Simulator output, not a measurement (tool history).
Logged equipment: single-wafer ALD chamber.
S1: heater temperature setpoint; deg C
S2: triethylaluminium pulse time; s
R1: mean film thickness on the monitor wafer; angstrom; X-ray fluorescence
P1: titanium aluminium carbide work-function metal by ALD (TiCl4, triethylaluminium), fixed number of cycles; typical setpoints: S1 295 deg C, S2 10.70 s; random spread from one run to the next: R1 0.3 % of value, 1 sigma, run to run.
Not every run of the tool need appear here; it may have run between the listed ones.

Run 1, hour 11.7: S1 295 deg C, S2 10.70 s. Result: R1 19.860 angstrom.
Run 2, hour 23.8: S1 295 deg C, S2 10.70 s. Result: R1 19.860 angstrom.
Run 3, hour 39.6: S1 272 deg C, S2 4.46 s. Result: R1 14.399 angstrom.
Run 4, hour 56.9: S1 295 deg C, S2 10.70 s. Result: R1 19.852 angstrom.
Run 5, hour 68.2: S1 283 deg C, S2 10.70 s. Result: R1 18.845 angstrom.
Run 6, hour 85.2: S1 295 deg C, S2 10.70 s. Result: R1 19.734 angstrom.
Run 7, hour 95.8: S1 295 deg C, S2 4.75 s. Result: R1 16.415 angstrom.
Run 8, hour 104.4: S1 295 deg C, S2 14.62 s. Result: R1 20.289 angstrom.
Run 9, hour 113.9: S1 295 deg C, S2 10.70 s. Result: R1 19.872 angstrom.
Run 10, hour 124.1: S1 319 deg C, S2 10.70 s. Result: R1 22.040 angstrom.
Run 11, hour 137.8: S1 295 deg C, S2 10.70 s. Result: R1 19.895 angstrom.
Run 12, hour 153.1: S1 295 deg C, S2 10.70 s. Result: R1 19.778 angstrom.
Run 13, hour 164.9: S1 295 deg C, S2 10.70 s. Result: R1 19.690 angstrom.
Run 14, hour 179.9: S1 295 deg C, S2 10.70 s. Result: R1 19.595 angstrom.
Run 15, hour 196.3: S1 295 deg C, S2 10.70 s. Result: R1 19.649 angstrom.
Run 16, hour 212.4: S1 295 deg C, S2 10.70 s. Result: R1 19.636 angstrom.
Run 17, hour 224.2: S1 295 deg C, S2 10.70 s. Result: R1 19.590 angstrom.

Run 18, settings as shown, results not yet in. Your forecast:
Run 18, hour 236.1: S1 295 deg C, S2 10.70 s. Result: R1 ?.

R1: 19.575 angstrom

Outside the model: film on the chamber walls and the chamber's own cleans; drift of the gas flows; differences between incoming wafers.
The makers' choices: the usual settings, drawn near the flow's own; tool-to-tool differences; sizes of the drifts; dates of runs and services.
